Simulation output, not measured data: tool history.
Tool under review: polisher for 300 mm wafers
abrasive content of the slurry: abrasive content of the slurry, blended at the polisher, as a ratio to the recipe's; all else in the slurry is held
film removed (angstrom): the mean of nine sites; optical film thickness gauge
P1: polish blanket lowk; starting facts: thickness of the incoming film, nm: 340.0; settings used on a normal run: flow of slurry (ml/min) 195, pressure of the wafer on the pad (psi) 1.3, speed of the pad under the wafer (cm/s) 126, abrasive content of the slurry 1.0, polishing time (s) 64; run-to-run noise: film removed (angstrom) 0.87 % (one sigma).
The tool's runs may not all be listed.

run,hour,flow of slurry (ml/min),pressure of the wafer on the pad (psi),speed of the pad under the wafer (cm/s),abrasive content of the slurry,polishing time (s),wafers polished on this pad,hours since the slurry nozzle was cleaned,hours since the head pressure was calibrated,hours since the slurry blender was calibrated,hours since the conditioning disc was replaced,film removed (angstrom)
1,4.8,195,1.3,126,1.0,64,414,217.7,164.8,43.8,160.7,238.45
2,9.7,310,1.3,126,1.0,64,460,222.6,169.7,48.7,165.6,250.42
3,15.3,195,1.3,126,1.0,64,511,228.2,175.3,54.3,171.2,235.67
4,23.0,195,1.3,126,1.0,101,582,235.9,183.0,62.0,178.9,366.97
5,28.6,195,1.3,126,1.0,64,634,241.5,188.6,67.6,184.5,237.16
6,36.8,195,1.3,126,1.0,31,710,249.7,196.8,75.8,192.7,115.60
7,45.6,195,1.3,126,0.5,64,791,258.5,205.6,84.6,201.5,162.46
8,54.0,195,1.3,196,1.0,64,868,266.9,214.0,93.0,209.9,332.85
9,59.1,195,1.3,126,1.5,64,916,272.0,219.1,98.1,215.0,277.13
10,64.8,195,1.3,126,1.0,64,968,277.7,224.8,103.8,220.7,238.82
11,74.1,195,1.3,66,1.0,64,1054,287.0,234.1,113.1,230.0,139.68
# hour 78.4: slurry nozzle cleaned
12,82.5,195,0.6,126,1.0,64,1131,4.1,242.5,121.5,238.4,107.24
13,88.3,195,1.3,126,1.0,64,1185,9.9,248.3,127.3,244.2,237.75
14,96.5,195,1.3,126,1.0,64,1261,18.1,256.5,135.5,252.4,238.59
15,100.9,115,1.3,126,1.0,64,1301,22.5,260.9,139.9,256.8,213.40
16,107.3,195,2.0,126,1.0,64,1360,28.9,267.3,146.3,263.2,364.08
17,111.8,195,2.0,126,1.0,39,1402,33.4,271.8,150.8,267.7,219.45
18,118.0,195,1.3,126,1.0,64,1459,39.6,278.0,157.0,273.9,239.90
19,125.2,195,1.3,126,1.0,64,1526,46.8,285.2,164.2,281.1,224.83
20,132.0,195,1.3,126,1.0,64,1588,53.6,292.0,171.0,287.9,214.07
# hour 138.6: head pressure recalibrated
# hour 138.9: conditioning disc replaced and pad reconditioned
21,139.5,195,1.3,126,1.0,64,1657,61.1,0.9,178.5,0.6,209.67

Estimate the outcome of run 22 from the log above:
# hour 141.4: slurry nozzle cleaned
22,144.9,195,1.3,126,1.0,64,1707,3.6,6.3,183.9,6.0,?

{"run 22": {"film removed (angstrom)": 209.55}}

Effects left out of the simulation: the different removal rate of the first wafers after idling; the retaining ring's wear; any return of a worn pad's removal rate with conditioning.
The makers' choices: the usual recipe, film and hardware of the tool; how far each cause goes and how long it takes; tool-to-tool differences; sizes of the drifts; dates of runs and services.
